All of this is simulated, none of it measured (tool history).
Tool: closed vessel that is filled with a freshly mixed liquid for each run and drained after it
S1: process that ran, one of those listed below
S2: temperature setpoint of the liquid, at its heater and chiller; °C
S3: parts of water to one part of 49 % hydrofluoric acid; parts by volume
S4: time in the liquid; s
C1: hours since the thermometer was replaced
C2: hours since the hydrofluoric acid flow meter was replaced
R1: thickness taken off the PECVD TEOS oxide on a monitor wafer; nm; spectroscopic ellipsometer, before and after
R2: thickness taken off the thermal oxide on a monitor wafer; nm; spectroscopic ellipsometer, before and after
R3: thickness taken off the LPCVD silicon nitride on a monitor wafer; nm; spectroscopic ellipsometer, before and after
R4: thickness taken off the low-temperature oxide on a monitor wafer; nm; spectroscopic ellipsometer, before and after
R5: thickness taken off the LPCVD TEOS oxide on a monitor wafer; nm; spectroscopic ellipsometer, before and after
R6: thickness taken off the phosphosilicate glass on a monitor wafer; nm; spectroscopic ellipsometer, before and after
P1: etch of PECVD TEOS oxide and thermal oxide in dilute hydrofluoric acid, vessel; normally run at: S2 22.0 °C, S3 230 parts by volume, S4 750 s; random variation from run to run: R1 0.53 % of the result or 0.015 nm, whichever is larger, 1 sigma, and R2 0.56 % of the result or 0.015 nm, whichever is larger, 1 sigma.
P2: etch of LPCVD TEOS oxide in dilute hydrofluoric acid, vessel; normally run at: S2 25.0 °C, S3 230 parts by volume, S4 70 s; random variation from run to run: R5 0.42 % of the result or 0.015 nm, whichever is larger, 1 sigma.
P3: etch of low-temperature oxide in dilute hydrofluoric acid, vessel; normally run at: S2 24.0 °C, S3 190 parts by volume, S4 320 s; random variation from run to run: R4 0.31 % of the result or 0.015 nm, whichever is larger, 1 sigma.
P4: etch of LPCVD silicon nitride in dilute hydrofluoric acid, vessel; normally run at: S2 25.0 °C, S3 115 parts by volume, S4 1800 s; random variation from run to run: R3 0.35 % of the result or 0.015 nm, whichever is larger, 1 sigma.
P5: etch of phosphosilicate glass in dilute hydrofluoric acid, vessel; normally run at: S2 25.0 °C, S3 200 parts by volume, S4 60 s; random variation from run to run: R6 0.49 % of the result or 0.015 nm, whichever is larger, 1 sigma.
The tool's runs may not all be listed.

run 1 hour=13.0 | S1=P1 S2=22.0 S3=230 S4=750 | C1=156.0 C2=612.1 | R1=26.860 R2=12.8890
run 2 hour=22.8 | S1=P1 S2=22.0 S3=230 S4=750 | C1=165.8 C2=621.9 | R1=27.081 R2=12.7780
run 3 hour=32.9 | S1=P4 S2=25.0 S3=115 S4=390 | C1=175.9 C2=632.0 | R3=1.6272
run 4 hour=50.5 | S1=P3 S2=24.0 S3=190 S4=550 | C1=193.5 C2=649.6 | R4=72.640
run 5 hour=63.1 | S1=P1 S2=22.0 S3=330 S4=750 | C1=206.1 C2=662.2 | R1=17.115 R2=8.0741
run 6 hour=70.9 | S1=P2 S2=31.5 S3=230 S4=70 | C1=213.9 C2=670.0 | R5=13.5450
run 7 hour=78.9 | S1=P4 S2=25.0 S3=115 S4=1800 | C1=221.9 C2=678.0 | R3=7.5330
run 8 hour=91.0 | S1=P2 S2=25.0 S3=230 S4=70 | C1=234.0 C2=690.1 | R5=10.7780
run 9 hour=101.7 | S1=P2 S2=25.0 S3=100 S4=70 | C1=244.7 C2=700.8 | R5=28.7340
run 10 hour=119.6 | S1=P1 S2=22.0 S3=100 S4=450 | C1=262.6 C2=718.7 | R1=42.940 R2=20.2350
run 11 hour=130.6 | S1=P4 S2=32.0 S3=115 S4=1800 | C1=273.6 C2=729.7 | R3=11.6880
run 12 hour=140.5 | S1=P2 S2=25.0 S3=230 S4=30 | C1=283.5 C2=739.6 | R5=4.6503
-- hour=147.5 thermometer replaced
run 13 hour=151.7 | S1=P3 S2=29.0 S3=190 S4=320 | C1=4.2 C2=750.8 | R4=50.676
run 14 hour=169.4 | S1=P1 S2=22.0 S3=230 S4=750 | C1=21.9 C2=768.5 | R1=26.943 R2=12.8050
run 15 hour=178.1 | S1=P1 S2=22.0 S3=230 S4=750 | C1=30.6 C2=777.2 | R1=26.950 R2=12.9160
run 16 hour=193.2 | S1=P5 S2=25.0 S3=200 S4=100 | C1=45.7 C2=792.3 | R6=91.127
run 17 hour=204.9 | S1=P1 S2=17.5 S3=230 S4=750 | C1=57.4 C2=804.0 | R1=22.797 R2=10.6760
run 18 hour=219.8 | S1=P3 S2=24.0 S3=270 S4=320 | C1=72.3 C2=818.9 | R4=27.352
run 19 hour=230.6 | S1=P5 S2=19.5 S3=200 S4=60 | C1=83.1 C2=829.7 | R6=44.194
run 20 hour=247.0 | S1=P3 S2=24.0 S3=190 S4=320 | C1=99.5 C2=846.1 | R4=42.172
run 21 hour=258.7 | S1=P1 S2=26.5 S3=230 S4=750 | C1=111.2 C2=857.8 | R1=31.731 R2=15.1310
run 22 hour=273.1 | S1=P1 S2=22.0 S3=125 S4=750 | C1=125.6 C2=872.2 | R1=55.466 R2=26.2170
run 23 hour=288.2 | S1=P1 S2=22.0 S3=230 S4=750 | C1=140.7 C2=887.3 | R1=26.947 R2=12.8190
run 24 hour=305.9 | S1=P1 S2=22.0 S3=230 S4=750 | C1=158.4 C2=905.0 | R1=27.037 R2=12.8350
run 25 hour=319.1 | S1=P3 S2=24.0 S3=190 S4=320 | C1=171.6 C2=918.2 | R4=42.073
run 26 hour=329.4 | S1=P4 S2=25.0 S3=205 S4=1800 | C1=181.9 C2=928.5 | R3=4.2169
-- hour=329.9 hydrofluoric acid flow meter replaced
run 27 hour=345.1 | S1=P5 S2=25.0 S3=110 S4=60 | C1=197.6 C2=15.2 | R6=109.320
run 28 hour=362.3 | S1=P1 S2=22.0 S3=230 S4=1455 | C1=214.8 C2=32.4 | R1=52.154 R2=24.7860
run 29 hour=378.6 | S1=P1 S2=22.0 S3=230 S4=280 | C1=231.1 C2=48.7 | R1=10.055 R2=4.7762
run 30 hour=393.6 | S1=P5 S2=25.0 S3=200 S4=60 | C1=246.1 C2=63.7 | R6=54.244
run 31 hour=402.5 | S1=P1 S2=22.0 S3=230 S4=750 | C1=255.0 C2=72.6 | R1=27.057 R2=12.7470
run 32 hour=419.3 | S1=P1 S2=22.0 S3=230 S4=750 | C1=271.8 C2=89.4 | R1=27.996 R2=13.4290
run 33 hour=434.6 | S1=P1 S2=22.0 S3=230 S4=750 | C1=287.1 C2=104.7 | R1=28.503 R2=13.6490
run 34 hour=452.2 | S1=P1 S2=22.0 S3=230 S4=750 | C1=304.7 C2=122.3 | R1=28.436 R2=13.6250
run 35 hour=462.9 | S1=P1 S2=22.0 S3=230 S4=750 | C1=315.4 C2=133.0 | R1=28.881 R2=13.6120
run 36 hour=472.6 | S1=P1 S2=22.0 S3=230 S4=750 | C1=325.1 C2=142.7 | R1=28.956 R2=13.7500
run 37 hour=480.9 | S1=P1 S2=22.0 S3=230 S4=750 | C1=333.4 C2=151.0 | R1=29.027 R2=13.7880
run 38 hour=492.0 | S1=P1 S2=22.0 S3=230 S4=750 | C1=344.5 C2=162.1 | R1=29.336 R2=13.8140
run 39 hour=500.2 | S1=P1 S2=22.0 S3=230 S4=750 | C1=352.7 C2=170.3 | R1=28.852 R2=13.7880

What P1 gives has crept away from where it was. These 2 causes fit the log equally well, each at the size given:
A: liquid hotter than its thermometer reads (K) = 2
B: hydrofluoric acid flow above the setpoint (%) = 6.16
The creep began at about hour 402.5.

4 check runs are offered, one wafer each, their results left as question marks. Which one tells the causes apart?
run check 1 hour=508.4 | S1=P3 S2=24.0 S3=190 S4=320 | R4=?
run check 2 hour=508.4 | S1=P4 S2=25.0 S3=115 S4=1800 | R3=?
run check 3 hour=508.4 | S1=P2 S2=25.0 S3=230 S4=70 | R5=?
run check 4 hour=508.4 | S1=P5 S2=25.0 S3=200 S4=60 | R6=?

What each check would give under each cause:
check=check_1 result=R4 if_A=45.423 if_B=45.342
check=check_2 result=R3 if_A=8.5360 if_B=7.9625
check=check_3 result=R5 if_A=11.5970 if_B=11.6350
check=check_4 result=R6 if_A=58.235 if_B=58.256
How far apart the two closest causes lie, in the result that separates them most: check 1 0.18 %; check 2 6.96 %; check 3 0.33 %; check 4 0.04 %
Only check 2 tells the causes apart: in the others they would give nearly the same result.

Check 2 was then run and gave: R3 7.9875 nm. Which cause is it?

It is B: hydrofluoric acid flow above the setpoint (%).
